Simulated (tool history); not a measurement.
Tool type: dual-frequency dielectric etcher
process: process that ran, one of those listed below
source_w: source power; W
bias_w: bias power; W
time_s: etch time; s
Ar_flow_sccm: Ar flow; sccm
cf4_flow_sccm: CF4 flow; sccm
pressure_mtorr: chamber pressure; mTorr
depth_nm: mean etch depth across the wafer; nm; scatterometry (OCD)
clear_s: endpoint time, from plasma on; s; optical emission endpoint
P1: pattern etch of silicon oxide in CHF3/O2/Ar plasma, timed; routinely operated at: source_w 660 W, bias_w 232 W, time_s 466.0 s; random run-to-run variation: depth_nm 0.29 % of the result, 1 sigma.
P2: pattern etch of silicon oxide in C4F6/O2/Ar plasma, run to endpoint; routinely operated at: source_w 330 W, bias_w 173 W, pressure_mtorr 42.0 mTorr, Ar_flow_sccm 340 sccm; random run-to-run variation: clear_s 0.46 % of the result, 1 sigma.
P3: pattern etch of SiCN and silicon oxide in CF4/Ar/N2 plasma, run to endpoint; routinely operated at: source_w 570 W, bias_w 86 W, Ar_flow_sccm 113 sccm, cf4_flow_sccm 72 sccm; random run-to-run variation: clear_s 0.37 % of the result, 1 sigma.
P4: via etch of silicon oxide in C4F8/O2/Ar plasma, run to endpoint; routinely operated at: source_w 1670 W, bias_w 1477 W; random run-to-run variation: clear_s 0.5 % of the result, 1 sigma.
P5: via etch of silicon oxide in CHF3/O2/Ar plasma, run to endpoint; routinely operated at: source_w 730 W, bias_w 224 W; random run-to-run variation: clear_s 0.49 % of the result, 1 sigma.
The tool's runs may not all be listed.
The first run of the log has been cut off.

run,hour,process,source_w,bias_w,time_s,Ar_flow_sccm,cf4_flow_sccm,pressure_mtorr,hours since the last wet clean,hours since the last source power generator calibration,hours since the last bias power generator calibration,depth_nm,clear_s
2,8.7,P4,1670,1477,,,,,246.5,2713.8,2679.4,,180.360
3,14.7,P1,660,232,466.0,,,,252.5,2719.8,2685.4,1054.00,
4,18.1,P4,1020,1477,,,,,255.9,2723.2,2688.8,,222.410
5,21.0,P5,730,309,,,,,258.8,2726.1,2691.7,,321.000
6,25.1,P1,660,232,466.0,,,,262.9,2730.2,2695.8,1054.80,
7,31.0,P3,570,86,,113,72,,268.8,2736.1,2701.7,,14.501
8,34.5,P1,660,232,466.0,,,,272.3,2739.6,2705.2,1054.50,
9,38.8,P1,810,232,466.0,,,,276.6,2743.9,2709.5,1142.60,
10,41.9,P1,660,232,466.0,,,,279.7,2747.0,2712.6,1056.80,
11,46.5,P3,570,86,,113,98,,284.3,2751.6,2717.2,,13.926
12,50.7,P3,420,86,,113,72,,288.5,2755.8,2721.4,,19.100
13,56.4,P3,570,86,,69,72,,294.2,2761.5,2727.1,,13.758
14,60.5,P1,480,232,466.0,,,,298.3,2765.6,2731.2,933.96,
15,65.5,P4,1670,1477,,,,,303.3,2770.6,2736.2,,181.850
16,69.2,P1,660,292,466.0,,,,307.0,2774.3,2739.9,1148.30,
17,74.6,P1,660,232,466.0,,,,312.4,2779.7,2745.3,1049.60,
18,78.6,P2,330,235,,340,,42.0,316.4,2783.7,2749.3,,12.357
# hour 80.3: wet clean of the chamber
19,81.3,P1,660,232,613.5,,,,1.0,2786.4,2752.0,1393.40,
20,85.4,P2,330,173,,340,,33.5,5.1,2790.5,2756.1,,13.117
21,89.6,P1,660,232,344.0,,,,9.3,2794.7,2760.3,780.62,
22,94.0,P5,430,224,,,,,13.7,2799.1,2764.7,,438.600
23,99.8,P3,570,58,,113,72,,19.5,2804.9,2770.5,,16.646
24,103.3,P4,1670,1831,,,,,23.0,2808.4,2774.0,,171.110

Estimate the outcome of run 25 from the log above:
25,106.0,P5,730,224,,,,,25.7,2811.1,2776.7,,?

clear_s: 358.580 s
